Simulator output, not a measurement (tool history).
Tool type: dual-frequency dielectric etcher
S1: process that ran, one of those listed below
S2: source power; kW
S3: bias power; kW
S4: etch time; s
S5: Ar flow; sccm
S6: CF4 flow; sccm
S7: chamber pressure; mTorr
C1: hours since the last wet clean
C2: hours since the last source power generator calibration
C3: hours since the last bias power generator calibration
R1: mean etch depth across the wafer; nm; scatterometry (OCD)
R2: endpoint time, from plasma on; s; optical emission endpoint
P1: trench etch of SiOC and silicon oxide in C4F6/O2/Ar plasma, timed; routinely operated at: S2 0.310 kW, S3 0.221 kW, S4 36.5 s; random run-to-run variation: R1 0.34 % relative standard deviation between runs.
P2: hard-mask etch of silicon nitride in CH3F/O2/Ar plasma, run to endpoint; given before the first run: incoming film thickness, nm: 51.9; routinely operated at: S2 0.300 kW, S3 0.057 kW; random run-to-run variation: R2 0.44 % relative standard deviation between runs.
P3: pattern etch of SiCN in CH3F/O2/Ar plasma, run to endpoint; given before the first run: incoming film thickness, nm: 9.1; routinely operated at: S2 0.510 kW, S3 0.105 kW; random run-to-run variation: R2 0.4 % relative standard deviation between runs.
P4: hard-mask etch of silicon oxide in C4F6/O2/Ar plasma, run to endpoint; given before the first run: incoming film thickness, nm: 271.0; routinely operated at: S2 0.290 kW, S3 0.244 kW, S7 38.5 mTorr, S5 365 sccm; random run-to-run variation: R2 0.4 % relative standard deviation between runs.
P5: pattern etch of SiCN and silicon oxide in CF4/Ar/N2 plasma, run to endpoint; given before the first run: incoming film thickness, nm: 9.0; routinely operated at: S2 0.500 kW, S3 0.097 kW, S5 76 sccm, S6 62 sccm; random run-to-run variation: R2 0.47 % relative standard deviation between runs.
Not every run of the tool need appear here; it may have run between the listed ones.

| run | hour | S1 | S2 | S3 | S4 | S5 | S6 | S7 | C1 | C2 | C3 | R1 | R2 |
|---|---|---|---|---|---|---|---|---|---|---|---|---|---|
| 1 | 9.0 | P1 | 0.310 | 0.221 | 36.5 |  |  |  | 227.3 | 1401.4 | 2401.6 | 70.033 |  |
| 2 | 17.1 | P1 | 0.310 | 0.221 | 36.5 |  |  |  | 235.4 | 1409.5 | 2409.7 | 70.336 |  |
| 3 | 27.1 | P5 | 0.500 | 0.097 |  | 76 | 62 |  | 245.4 | 1419.5 | 2419.7 |  | 8.5994 |
| 4 | 36.7 | P1 | 0.310 | 0.157 | 36.5 |  |  |  | 255.0 | 1429.1 | 2429.3 | 63.093 |  |
| 5 | 46.2 | P3 | 0.510 | 0.105 |  |  |  |  | 264.5 | 1438.6 | 2438.8 |  | 19.7270 |
| 6 | 55.0 | P3 | 0.510 | 0.081 |  |  |  |  | 273.3 | 1447.4 | 2447.6 |  | 21.6670 |
| 7 | 63.5 | P2 | 0.300 | 0.057 |  |  |  |  | 281.8 | 1455.9 | 2456.1 |  | 94.2140 |
| 8 | 70.3 | P3 | 0.360 | 0.105 |  |  |  |  | 288.6 | 1462.7 | 2462.9 |  | 22.2990 |
| 9 | 77.0 | P1 | 0.410 | 0.221 | 36.5 |  |  |  | 295.3 | 1469.4 | 2469.6 | 77.829 |  |
| 10 | 86.8 | P4 | 0.290 | 0.244 |  | 365 |  | 48.5 | 305.1 | 1479.2 | 2479.4 |  | 93.8970 |
| 11 | 97.9 | P4 | 0.290 | 0.315 |  | 365 |  | 38.5 | 316.2 | 1490.3 | 2490.5 |  | 83.9650 |
| 12 | 108.1 | P1 | 0.410 | 0.287 | 36.5 |  |  |  | 326.4 | 1500.5 | 2500.7 | 85.627 |  |
| 13 | 119.7 | P1 | 0.310 | 0.281 | 36.5 |  |  |  | 338.0 | 1512.1 | 2512.3 | 76.522 |  |
| 14 | 129.3 | P4 | 0.380 | 0.244 |  | 365 |  | 38.5 | 347.6 | 1521.7 | 2521.9 |  | 82.4850 |
| 15 | 138.5 | P2 | 0.360 | 0.057 |  |  |  |  | 356.8 | 1530.9 | 2531.1 |  | 88.2990 |
| 16 | 150.0 | P1 | 0.210 | 0.221 | 36.5 |  |  |  | 368.3 | 1542.4 | 2542.6 | 60.752 |  |
| 17 | 161.7 | P1 | 0.380 | 0.221 | 50.0 |  |  |  | 380.0 | 1554.1 | 2554.3 | 103.430 |  |
| 18 | 168.1 | P4 | 0.290 | 0.244 |  | 222 |  | 38.5 | 386.4 | 1560.5 | 2560.7 |  | 86.0990 |
|  | 174.4 | bias power generator calibrated |
| 19 | 179.5 | P1 | 0.310 | 0.221 | 27.5 |  |  |  | 397.8 | 1571.9 | 5.2 | 53.015 |  |
| 20 | 189.1 | P1 | 0.310 | 0.221 | 50.5 |  |  |  | 407.4 | 1581.5 | 14.8 | 96.570 |  |
| 21 | 198.3 | P1 | 0.310 | 0.174 | 45.5 |  |  |  | 416.6 | 1590.7 | 24.0 | 80.806 |  |
| 22 | 207.8 | P1 | 0.310 | 0.221 | 36.5 |  |  |  | 426.1 | 1600.2 | 33.5 | 69.665 |  |
| 23 | 218.6 | P1 | 0.310 | 0.221 | 36.5 |  |  |  | 436.9 | 1611.0 | 44.3 | 69.998 |  |
| 24 | 228.3 | P5 | 0.500 | 0.097 |  | 76 | 49 |  | 446.6 | 1620.7 | 54.0 |  | 8.8003 |
| 25 | 238.3 | P5 | 0.500 | 0.097 |  | 44 | 62 |  | 456.6 | 1630.7 | 64.0 |  | 7.9858 |
| 26 | 246.8 | P5 | 0.370 | 0.097 |  | 76 | 62 |  | 465.1 | 1639.2 | 72.5 |  | 11.1850 |
| 27 | 258.1 | P5 | 0.500 | 0.130 |  | 76 | 62 |  | 476.4 | 1650.5 | 83.8 |  | 7.6862 |
| 28 | 264.1 | P5 | 0.500 | 0.097 |  | 76 | 62 |  | 482.4 | 1656.5 | 89.8 |  | 8.5474 |
| 29 | 270.7 | P2 | 0.300 | 0.080 |  |  |  |  | 489.0 | 1663.1 | 96.4 |  | 84.0070 |
| 30 | 281.3 | P4 | 0.290 | 0.244 |  | 365 |  | 38.5 | 499.6 | 1673.7 | 107.0 |  | 91.0230 |
| 31 | 287.2 | P1 | 0.310 | 0.221 | 36.5 |  |  |  | 505.5 | 1679.6 | 112.9 | 70.100 |  |
| 32 | 292.6 | P1 | 0.310 | 0.221 | 36.5 |  |  |  | 510.9 | 1685.0 | 118.3 | 69.997 |  |
| 33 | 300.2 | P1 | 0.310 | 0.221 | 36.5 |  |  |  | 518.5 | 1692.6 | 125.9 | 69.706 |  |
| 34 | 308.3 | P1 | 0.310 | 0.221 | 36.5 |  |  |  | 526.6 | 1700.7 | 134.0 | 68.982 |  |
| 35 | 317.1 | P1 | 0.310 | 0.221 | 36.5 |  |  |  | 535.4 | 1709.5 | 142.8 | 69.297 |  |
|  | 319.6 | wet clean of the chamber |
| 36 | 326.9 | P1 | 0.310 | 0.221 | 36.5 |  |  |  | 7.4 | 1719.3 | 152.6 | 68.916 |  |
| 37 | 335.0 | P1 | 0.310 | 0.221 | 36.5 |  |  |  | 15.5 | 1727.4 | 160.7 | 69.157 |  |

Something has made what P1 gives creep away from where it was; the 2 causes below, each at its own stated size, fit the log equally well:
A: source power that arrives under what is set, % = 4.39
B: bias power that arrives under what is set, % = 5
Onset of the creep was near hour 287.2.
Why every other cause is out:
chamber walls in a state that lowers the etch rate, %: work on it at hour 319.6, done after the drift set in, did not restore what the process gave before

You are offered 4 check runs, listed below with question marks in place of their results; each one averages 3 wafers. Which run separates the listed causes by giving clearly different results for each?
| check 1 | 343.1 | P3 | 0.510 | 0.105 |  |  |  |  |  |  |  |  | ? |
| check 2 | 343.1 | P2 | 0.300 | 0.057 |  |  |  |  |  |  |  |  | ? |
| check 3 | 343.1 | P5 | 0.500 | 0.097 |  | 76 | 62 |  |  |  |  |  | ? |
| check 4 | 343.1 | P4 | 0.290 | 0.244 |  | 365 |  | 38.5 |  |  |  |  | ? |

Predicted outcomes, by check and by cause:
| check | result | if A | if B |
|---|---|---|---|
| check 1 | R2 | 20.0240 | 20.0750 |
| check 2 | R2 | 96.0370 | 96.0140 |
| check 3 | R2 | 8.9207 | 8.7294 |
| check 4 | R2 | 92.9120 | 92.9540 |
How far apart the two closest causes lie, in the result that separates them most: check 1 0.25 %; check 2 0.02 %; check 3 2.17 %; check 4 0.05 %
The other checks would show nearly matching results whichever cause is true, so check 3 is the only one that separates the causes.

Check 3 has now been run. It gave: R2 8.6980 s. Which of the candidate causes is it?

Of the candidate causes, it is B: bias power that arrives under what is set, %.

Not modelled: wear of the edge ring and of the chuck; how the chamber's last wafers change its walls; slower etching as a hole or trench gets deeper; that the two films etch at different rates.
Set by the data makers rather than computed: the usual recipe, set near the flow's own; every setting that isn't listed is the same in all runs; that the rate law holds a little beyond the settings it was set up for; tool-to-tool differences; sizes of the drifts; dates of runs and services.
